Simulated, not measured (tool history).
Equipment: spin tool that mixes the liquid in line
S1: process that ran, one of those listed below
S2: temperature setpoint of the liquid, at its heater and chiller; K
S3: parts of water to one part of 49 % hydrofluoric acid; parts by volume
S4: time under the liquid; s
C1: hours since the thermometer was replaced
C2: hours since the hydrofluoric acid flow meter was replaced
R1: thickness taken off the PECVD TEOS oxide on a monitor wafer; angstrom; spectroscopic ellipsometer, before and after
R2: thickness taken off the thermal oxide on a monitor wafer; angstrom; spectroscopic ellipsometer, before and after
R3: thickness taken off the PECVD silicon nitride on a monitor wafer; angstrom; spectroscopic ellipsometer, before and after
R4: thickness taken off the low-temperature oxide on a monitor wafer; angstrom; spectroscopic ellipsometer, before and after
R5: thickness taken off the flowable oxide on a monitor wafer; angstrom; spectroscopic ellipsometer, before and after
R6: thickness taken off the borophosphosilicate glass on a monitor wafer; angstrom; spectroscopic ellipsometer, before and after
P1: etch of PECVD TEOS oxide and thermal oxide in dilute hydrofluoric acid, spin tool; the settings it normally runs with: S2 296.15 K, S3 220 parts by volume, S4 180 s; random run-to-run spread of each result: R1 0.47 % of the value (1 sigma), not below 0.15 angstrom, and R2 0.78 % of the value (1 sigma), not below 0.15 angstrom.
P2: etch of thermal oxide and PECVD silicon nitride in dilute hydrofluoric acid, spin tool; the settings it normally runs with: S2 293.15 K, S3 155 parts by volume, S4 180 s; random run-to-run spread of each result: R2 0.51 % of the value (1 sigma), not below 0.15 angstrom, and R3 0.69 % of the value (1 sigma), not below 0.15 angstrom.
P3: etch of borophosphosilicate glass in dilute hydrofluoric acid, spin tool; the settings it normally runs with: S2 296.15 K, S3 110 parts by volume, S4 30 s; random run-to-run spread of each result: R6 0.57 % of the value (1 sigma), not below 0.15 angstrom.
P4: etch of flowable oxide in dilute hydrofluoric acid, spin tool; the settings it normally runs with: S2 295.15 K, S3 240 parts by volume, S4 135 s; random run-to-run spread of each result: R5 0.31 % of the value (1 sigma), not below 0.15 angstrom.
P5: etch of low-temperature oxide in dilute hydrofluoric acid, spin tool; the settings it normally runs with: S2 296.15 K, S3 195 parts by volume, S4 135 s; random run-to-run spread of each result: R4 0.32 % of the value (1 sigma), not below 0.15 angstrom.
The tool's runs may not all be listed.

| run | hour | S1 | S2 | S3 | S4 | C1 | C2 | R1 | R2 | R3 | R4 | R5 | R6 |
|---|---|---|---|---|---|---|---|---|---|---|---|---|---|
| 1 | 4.4 | P1 | 296.15 | 220 | 180 | 931.2 | 607.6 | 120.270 | 31.4830 |  |  |  |  |
| 2 | 11.2 | P2 | 297.65 | 155 | 180 | 938.0 | 614.4 |  | 52.0980 | 46.146 |  |  |  |
| 3 | 19.3 | P5 | 296.15 | 110 | 135 | 946.1 | 622.5 |  |  |  | 123.630 |  |  |
| 4 | 27.5 | P4 | 290.15 | 240 | 135 | 954.3 | 630.7 |  |  |  |  | 96.223 |  |
| 5 | 32.7 | P1 | 290.15 | 220 | 105 | 959.5 | 635.9 | 55.874 | 14.4310 |  |  |  |  |
| 6 | 40.3 | P1 | 292.65 | 220 | 180 | 967.1 | 643.5 | 105.840 | 27.7240 |  |  |  |  |
| 7 | 48.1 | P1 | 296.15 | 220 | 180 | 974.9 | 651.3 | 120.890 | 31.4560 |  |  |  |  |
| 8 | 54.3 | P1 | 296.15 | 220 | 15 | 981.1 | 657.5 | 9.987 | 2.8387 |  |  |  |  |
| 9 | 61.3 | P1 | 296.15 | 320 | 180 | 988.1 | 664.5 | 75.872 | 19.4750 |  |  |  |  |
| 10 | 67.5 | P3 | 290.15 | 110 | 30 | 994.3 | 670.7 |  |  |  |  |  | 127.540 |
| 11 | 74.7 | P4 | 295.15 | 420 | 135 | 1001.5 | 677.9 |  |  |  |  | 56.355 |  |
| 12 | 83.1 | P4 | 295.15 | 240 | 135 | 1009.9 | 686.3 |  |  |  |  | 116.730 |  |
| 13 | 88.1 | P5 | 296.15 | 195 | 250 | 1014.9 | 691.3 |  |  |  | 116.220 |  |  |
| 14 | 96.4 | P3 | 296.15 | 110 | 30 | 1023.2 | 699.6 |  |  |  |  |  | 161.860 |
| 15 | 105.8 | P5 | 296.15 | 195 | 135 | 1032.6 | 709.0 |  |  |  | 63.301 |  |  |
| 16 | 111.4 | P1 | 296.15 | 220 | 275 | 1038.2 | 714.6 | 184.060 | 48.3530 |  |  |  |  |
| 17 | 117.3 | P2 | 293.15 | 155 | 180 | 1044.1 | 720.5 |  | 43.4030 | 35.128 |  |  |  |
| 18 | 122.9 | P3 | 296.15 | 110 | 15 | 1049.7 | 726.1 |  |  |  |  |  | 81.154 |
| 19 | 130.2 | P1 | 303.15 | 220 | 180 | 1057.0 | 733.4 | 153.060 | 40.3950 |  |  |  |  |
| 20 | 139.5 | P3 | 296.15 | 35 | 30 | 1066.3 | 742.7 |  |  |  |  |  | 561.410 |
| 21 | 146.4 | P2 | 293.15 | 240 | 180 | 1073.2 | 749.6 |  | 25.9870 | 22.667 |  |  |  |
| 22 | 153.6 | P1 | 296.15 | 220 | 180 | 1080.4 | 756.8 | 120.150 | 31.7950 |  |  |  |  |
| 23 | 161.1 | P1 | 296.15 | 220 | 180 | 1087.9 | 764.3 | 120.800 | 31.4430 |  |  |  |  |

Run 24 comes next. What will it give?
| 24 | 165.9 | P4 | 295.15 | 240 | 55 | 1092.7 | 769.1 |  |  |  |  | ? |  |

{"run 24": {"R5": 48.01}}

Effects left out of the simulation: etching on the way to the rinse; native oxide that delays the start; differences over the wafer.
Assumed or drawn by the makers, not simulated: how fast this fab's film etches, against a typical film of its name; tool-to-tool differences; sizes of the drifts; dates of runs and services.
